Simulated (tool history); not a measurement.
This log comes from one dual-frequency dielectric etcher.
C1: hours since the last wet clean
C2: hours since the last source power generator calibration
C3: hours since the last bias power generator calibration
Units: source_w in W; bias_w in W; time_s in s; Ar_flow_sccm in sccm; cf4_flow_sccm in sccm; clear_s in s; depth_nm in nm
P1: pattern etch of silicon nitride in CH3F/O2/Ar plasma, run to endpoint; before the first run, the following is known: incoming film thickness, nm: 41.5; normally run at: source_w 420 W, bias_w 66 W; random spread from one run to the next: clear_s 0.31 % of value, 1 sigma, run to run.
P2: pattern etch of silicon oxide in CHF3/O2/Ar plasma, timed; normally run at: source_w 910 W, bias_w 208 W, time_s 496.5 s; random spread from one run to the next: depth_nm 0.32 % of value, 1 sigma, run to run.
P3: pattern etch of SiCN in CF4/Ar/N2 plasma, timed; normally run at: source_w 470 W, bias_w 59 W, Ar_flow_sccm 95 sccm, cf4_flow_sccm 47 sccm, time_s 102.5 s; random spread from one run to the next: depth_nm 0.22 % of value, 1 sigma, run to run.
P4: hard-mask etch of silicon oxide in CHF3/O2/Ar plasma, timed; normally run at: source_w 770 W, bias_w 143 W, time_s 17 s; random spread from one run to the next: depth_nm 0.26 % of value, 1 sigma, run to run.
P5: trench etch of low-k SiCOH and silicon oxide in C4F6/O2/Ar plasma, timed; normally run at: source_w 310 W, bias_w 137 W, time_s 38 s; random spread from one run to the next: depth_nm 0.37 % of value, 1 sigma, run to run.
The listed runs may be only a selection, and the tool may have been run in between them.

{"run": 1, "hour": 3.7, "process": "P1", "source_w": 420, "bias_w": 66, "C1": 334, "C2": 1433.1, "C3": 1175.1, "clear_s": 59.942}
{"run": 2, "hour": 6.2, "process": "P4", "source_w": 770, "bias_w": 143, "time_s": 11.5, "C1": 336.5, "C2": 1435.6, "C3": 1177.6, "depth_nm": 23.149}
{"run": 3, "hour": 10.9, "process": "P1", "source_w": 420, "bias_w": 66, "C1": 341.2, "C2": 1440.3, "C3": 1182.3, "clear_s": 59.752}
{"run": 4, "hour": 14.0, "process": "P2", "source_w": 910, "bias_w": 135, "time_s": 496.5, "C1": 344.3, "C2": 1443.4, "C3": 1185.4, "depth_nm": 1057.4}
{"run": 5, "hour": 17.4, "process": "P1", "source_w": 540, "bias_w": 87, "C1": 347.7, "C2": 1446.8, "C3": 1188.8, "clear_s": 49.267}
{"run": 6, "hour": 20.6, "process": "P4", "source_w": 770, "bias_w": 143, "time_s": 17, "C1": 350.9, "C2": 1450, "C3": 1192, "depth_nm": 34.269}
{"run": 7, "hour": 23.8, "process": "P1", "source_w": 280, "bias_w": 66, "C1": 354.1, "C2": 1453.2, "C3": 1195.2, "clear_s": 70.082}
{"run": 8, "hour": 26.1, "process": "P5", "source_w": 420, "bias_w": 137, "time_s": 38, "C1": 356.4, "C2": 1455.5, "C3": 1197.5, "depth_nm": 112.34}
{"hour": 28.3, "done": "source power generator calibrated"}
{"run": 9, "hour": 30.3, "process": "P2", "source_w": 910, "bias_w": 208, "time_s": 273, "C1": 360.6, "C2": 2, "C3": 1201.7, "depth_nm": 671.79}
{"run": 10, "hour": 35.3, "process": "P3", "source_w": 470, "bias_w": 38, "time_s": 102.5, "Ar_flow_sccm": 95, "cf4_flow_sccm": 47, "C1": 365.6, "C2": 7, "C3": 1206.7, "depth_nm": 67.377}
{"run": 11, "hour": 37.9, "process": "P1", "source_w": 420, "bias_w": 66, "C1": 368.2, "C2": 9.6, "C3": 1209.3, "clear_s": 59.501}
{"run": 12, "hour": 42.6, "process": "P1", "source_w": 590, "bias_w": 66, "C1": 372.9, "C2": 14.3, "C3": 1214, "clear_s": 52.606}
{"run": 13, "hour": 45.1, "process": "P5", "source_w": 310, "bias_w": 90, "time_s": 38, "C1": 375.4, "C2": 16.8, "C3": 1216.5, "depth_nm": 89.169}
{"run": 14, "hour": 49.8, "process": "P4", "source_w": 770, "bias_w": 143, "time_s": 17, "C1": 380.1, "C2": 21.5, "C3": 1221.2, "depth_nm": 34.183}
{"run": 15, "hour": 53.8, "process": "P1", "source_w": 420, "bias_w": 66, "C1": 384.1, "C2": 25.5, "C3": 1225.2, "clear_s": 60.179}
{"run": 16, "hour": 56.4, "process": "P1", "source_w": 420, "bias_w": 42, "C1": 386.7, "C2": 28.1, "C3": 1227.8, "clear_s": 69.064}
{"run": 17, "hour": 58.9, "process": "P5", "source_w": 310, "bias_w": 137, "time_s": 38, "C1": 389.2, "C2": 30.6, "C3": 1230.3, "depth_nm": 99.212}
{"run": 18, "hour": 62.8, "process": "P5", "source_w": 310, "bias_w": 137, "time_s": 52.5, "C1": 393.1, "C2": 34.5, "C3": 1234.2, "depth_nm": 138.78}
{"run": 19, "hour": 66.9, "process": "P2", "source_w": 560, "bias_w": 208, "time_s": 496.5, "C1": 397.2, "C2": 38.6, "C3": 1238.3, "depth_nm": 1005.2}
{"run": 20, "hour": 69.1, "process": "P4", "source_w": 950, "bias_w": 143, "time_s": 17, "C1": 399.4, "C2": 40.8, "C3": 1240.5, "depth_nm": 37.174}
{"run": 21, "hour": 73.2, "process": "P1", "source_w": 420, "bias_w": 66, "C1": 403.5, "C2": 44.9, "C3": 1244.6, "clear_s": 59.73}
{"run": 22, "hour": 77.5, "process": "P3", "source_w": 470, "bias_w": 59, "time_s": 102.5, "Ar_flow_sccm": 95, "cf4_flow_sccm": 47, "C1": 407.8, "C2": 49.2, "C3": 1248.9, "depth_nm": 78.078}
{"run": 23, "hour": 82.4, "process": "P3", "source_w": 470, "bias_w": 59, "time_s": 102.5, "Ar_flow_sccm": 69, "cf4_flow_sccm": 47, "C1": 412.7, "C2": 54.1, "C3": 1253.8, "depth_nm": 82.234}
{"run": 24, "hour": 86.5, "process": "P1", "source_w": 420, "bias_w": 81, "C1": 416.8, "C2": 58.2, "C3": 1257.9, "clear_s": 56.115}
{"run": 25, "hour": 89.4, "process": "P3", "source_w": 370, "bias_w": 59, "time_s": 102.5, "Ar_flow_sccm": 95, "cf4_flow_sccm": 47, "C1": 419.7, "C2": 61.1, "C3": 1260.8, "depth_nm": 63.204}
{"run": 26, "hour": 93.4, "process": "P3", "source_w": 470, "bias_w": 59, "time_s": 102.5, "Ar_flow_sccm": 95, "cf4_flow_sccm": 60, "C1": 423.7, "C2": 65.1, "C3": 1264.8, "depth_nm": 81.52}
{"run": 27, "hour": 95.6, "process": "P1", "source_w": 420, "bias_w": 66, "C1": 425.9, "C2": 67.3, "C3": 1267, "clear_s": 59.682}
{"run": 28, "hour": 99.0, "process": "P1", "source_w": 350, "bias_w": 76, "C1": 429.3, "C2": 70.7, "C3": 1270.4, "clear_s": 61.381}
{"run": 29, "hour": 101.5, "process": "P2", "source_w": 910, "bias_w": 208, "time_s": 496.5, "C1": 431.8, "C2": 73.2, "C3": 1272.9, "depth_nm": 1215.2}
{"run": 30, "hour": 104.4, "process": "P1", "source_w": 420, "bias_w": 66, "C1": 434.7, "C2": 76.1, "C3": 1275.8, "clear_s": 59.786}
{"run": 31, "hour": 106.6, "process": "P3", "source_w": 470, "bias_w": 59, "time_s": 144, "Ar_flow_sccm": 95, "cf4_flow_sccm": 47, "C1": 436.9, "C2": 78.3, "C3": 1278, "depth_nm": 109.64}
{"run": 32, "hour": 109.5, "process": "P4", "source_w": 770, "bias_w": 198, "time_s": 17, "C1": 439.8, "C2": 81.2, "C3": 1280.9, "depth_nm": 38.056}
{"run": 33, "hour": 111.9, "process": "P1", "source_w": 420, "bias_w": 66, "C1": 442.2, "C2": 83.6, "C3": 1283.3, "clear_s": 59.754}
{"run": 34, "hour": 116.8, "process": "P1", "source_w": 420, "bias_w": 66, "C1": 447.1, "C2": 88.5, "C3": 1288.2, "clear_s": 59.433}
{"run": 35, "hour": 121.0, "process": "P1", "source_w": 420, "bias_w": 66, "C1": 451.3, "C2": 92.7, "C3": 1292.4, "clear_s": 59.525}
{"run": 36, "hour": 123.8, "process": "P1", "source_w": 420, "bias_w": 66, "C1": 454.1, "C2": 95.5, "C3": 1295.2, "clear_s": 59.055}
{"run": 37, "hour": 126.6, "process": "P1", "source_w": 420, "bias_w": 66, "C1": 456.9, "C2": 98.3, "C3": 1298, "clear_s": 58.99}
{"hour": 128.7, "done": "wet clean of the chamber"}
{"run": 38, "hour": 130.6, "process": "P1", "source_w": 420, "bias_w": 66, "C1": 2, "C2": 102.3, "C3": 1302, "clear_s": 59.254}
{"run": 39, "hour": 134.0, "process": "P1", "source_w": 420, "bias_w": 66, "C1": 5.4, "C2": 105.7, "C3": 1305.4, "clear_s": 59.063}
{"run": 40, "hour": 137.0, "process": "P1", "source_w": 420, "bias_w": 66, "C1": 8.4, "C2": 108.7, "C3": 1308.4, "clear_s": 58.9}
{"run": 41, "hour": 139.5, "process": "P1", "source_w": 420, "bias_w": 66, "C1": 10.9, "C2": 111.2, "C3": 1310.9, "clear_s": 59.066}

Predict the results of run 42:
{"run": 42, "hour": 143.2, "process": "P1", "source_w": 420, "bias_w": 66, "C1": 14.6, "C2": 114.9, "C3": 1314.6, "clear_s": "?"}

Run 42 came out at clear_s 58.859 s.

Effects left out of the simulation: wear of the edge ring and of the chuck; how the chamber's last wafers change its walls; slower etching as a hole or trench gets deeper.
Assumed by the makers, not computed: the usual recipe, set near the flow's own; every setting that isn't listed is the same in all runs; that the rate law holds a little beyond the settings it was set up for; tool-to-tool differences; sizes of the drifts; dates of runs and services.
